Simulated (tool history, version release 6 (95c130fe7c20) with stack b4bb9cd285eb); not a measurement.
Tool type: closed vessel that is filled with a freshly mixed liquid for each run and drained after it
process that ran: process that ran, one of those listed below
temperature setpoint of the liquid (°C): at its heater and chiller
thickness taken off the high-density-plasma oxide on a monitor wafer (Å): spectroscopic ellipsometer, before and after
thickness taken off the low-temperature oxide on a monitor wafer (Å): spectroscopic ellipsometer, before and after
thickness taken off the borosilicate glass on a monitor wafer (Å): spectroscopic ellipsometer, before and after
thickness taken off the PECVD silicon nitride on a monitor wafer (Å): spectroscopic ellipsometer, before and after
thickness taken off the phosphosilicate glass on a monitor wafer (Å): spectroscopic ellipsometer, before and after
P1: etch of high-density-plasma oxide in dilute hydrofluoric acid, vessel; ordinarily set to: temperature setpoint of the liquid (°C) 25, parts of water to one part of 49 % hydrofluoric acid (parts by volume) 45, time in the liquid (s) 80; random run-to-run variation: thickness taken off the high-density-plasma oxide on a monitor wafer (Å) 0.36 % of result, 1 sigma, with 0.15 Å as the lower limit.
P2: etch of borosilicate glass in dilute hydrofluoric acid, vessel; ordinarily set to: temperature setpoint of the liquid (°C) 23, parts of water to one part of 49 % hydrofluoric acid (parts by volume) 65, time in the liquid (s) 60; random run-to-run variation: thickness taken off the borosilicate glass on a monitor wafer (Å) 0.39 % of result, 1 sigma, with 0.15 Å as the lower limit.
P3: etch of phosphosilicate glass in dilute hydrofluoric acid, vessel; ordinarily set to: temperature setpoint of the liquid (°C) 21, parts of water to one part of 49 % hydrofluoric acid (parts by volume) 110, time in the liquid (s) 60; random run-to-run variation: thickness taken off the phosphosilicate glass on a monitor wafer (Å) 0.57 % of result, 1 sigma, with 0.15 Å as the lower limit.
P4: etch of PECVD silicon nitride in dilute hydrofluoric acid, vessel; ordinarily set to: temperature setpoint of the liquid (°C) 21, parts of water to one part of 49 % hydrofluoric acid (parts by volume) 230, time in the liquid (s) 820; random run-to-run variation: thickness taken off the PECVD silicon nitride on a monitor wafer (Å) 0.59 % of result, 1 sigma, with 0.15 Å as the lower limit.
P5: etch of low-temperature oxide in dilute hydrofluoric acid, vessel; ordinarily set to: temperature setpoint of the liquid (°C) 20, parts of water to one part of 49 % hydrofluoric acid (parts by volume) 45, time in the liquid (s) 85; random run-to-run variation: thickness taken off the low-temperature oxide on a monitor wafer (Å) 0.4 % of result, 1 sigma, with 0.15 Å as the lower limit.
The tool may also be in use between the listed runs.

| run | hour | process that ran | temperature setpoint of the liquid (°C) | parts of water to one part of 49 % hydrofluoric acid (parts by volume) | time in the liquid (s) | hours since the thermometer was replaced | hours since the hydrofluoric acid flow meter was replaced | thickness taken off the high-density-plasma oxide on a monitor wafer (Å) | thickness taken off the low-temperature oxide on a monitor wafer (Å) | thickness taken off the borosilicate glass on a monitor wafer (Å) | thickness taken off the PECVD silicon nitride on a monitor wafer (Å) | thickness taken off the phosphosilicate glass on a monitor wafer (Å) |
|---|---|---|---|---|---|---|---|---|---|---|---|---|
| 1 | 10.6 | P1 | 25 | 45 | 80 | 552.7 | 94.2 | 99.414 |  |  |  |  |
| 2 | 21.8 | P5 | 20 | 45 | 30 | 563.9 | 105.4 |  | 121.29 |  |  |  |
| 3 | 32.4 | P2 | 18 | 65 | 60 | 574.5 | 116 |  |  | 278.29 |  |  |
| 4 | 43.9 | P4 | 21 | 230 | 820 | 586 | 127.5 |  |  |  | 59.123 |  |
| 5 | 55.9 | P1 | 25 | 45 | 80 | 598 | 139.5 | 99.529 |  |  |  |  |
| 6 | 66.3 | P1 | 25 | 45 | 160 | 608.4 | 149.9 | 199.11 |  |  |  |  |
| 7 | 77.6 | P1 | 31.5 | 45 | 80 | 619.7 | 161.2 | 129.58 |  |  |  |  |
| 8 | 88 | P5 | 20 | 45 | 85 | 630.1 | 171.6 |  | 345.06 |  |  |  |
| 9 | 101.6 | P5 | 20 | 20 | 85 | 643.7 | 185.2 |  | 793.61 |  |  |  |
| 10 | 114.6 | P3 | 21 | 110 | 60 | 656.7 | 198.2 |  |  |  |  | 294.9 |
| 11 | 122.7 | P3 | 21 | 110 | 30 | 664.8 | 206.3 |  |  |  |  | 147.46 |
| 12 | 131.5 | P4 | 21 | 345 | 820 | 673.6 | 215.1 |  |  |  | 39.538 |  |
| 13 | 144.8 | P2 | 23 | 65 | 30 | 686.9 | 228.4 |  |  | 171.27 |  |  |
| 14 | 154.5 | P5 | 25.5 | 45 | 85 | 696.6 | 238.1 |  | 431.87 |  |  |  |
| 15 | 163.9 | P1 | 25 | 45 | 45 | 706 | 247.5 | 56 |  |  |  |  |
| 16 | 175.5 | P4 | 17 | 230 | 820 | 717.6 | 259.1 |  |  |  | 45.043 |  |
| 17 | 183.5 | P3 | 21 | 55 | 60 | 725.6 | 267.1 |  |  |  |  | 627.61 |
| 18 | 194.9 | P3 | 17 | 110 | 60 | 737 | 278.5 |  |  |  |  | 250.15 |
| 19 | 209 | P1 | 25 | 45 | 80 | 751.1 | 292.6 | 100.39 |  |  |  |  |
| 20 | 221.8 | P1 | 25 | 70 | 80 | 763.9 | 305.4 | 61.986 |  |  |  |  |
| 21 | 231.1 | P1 | 30 | 30 | 80 | 773.2 | 314.7 | 187.08 |  |  |  |  |

What does the tool deliver on the next run?
| 22 | 241.7 | P5 | 20 | 45 | 85 | 783.8 | 325.3 |  | ? |  |  |  |

thickness taken off the low-temperature oxide on a monitor wafer (Å): 345.72
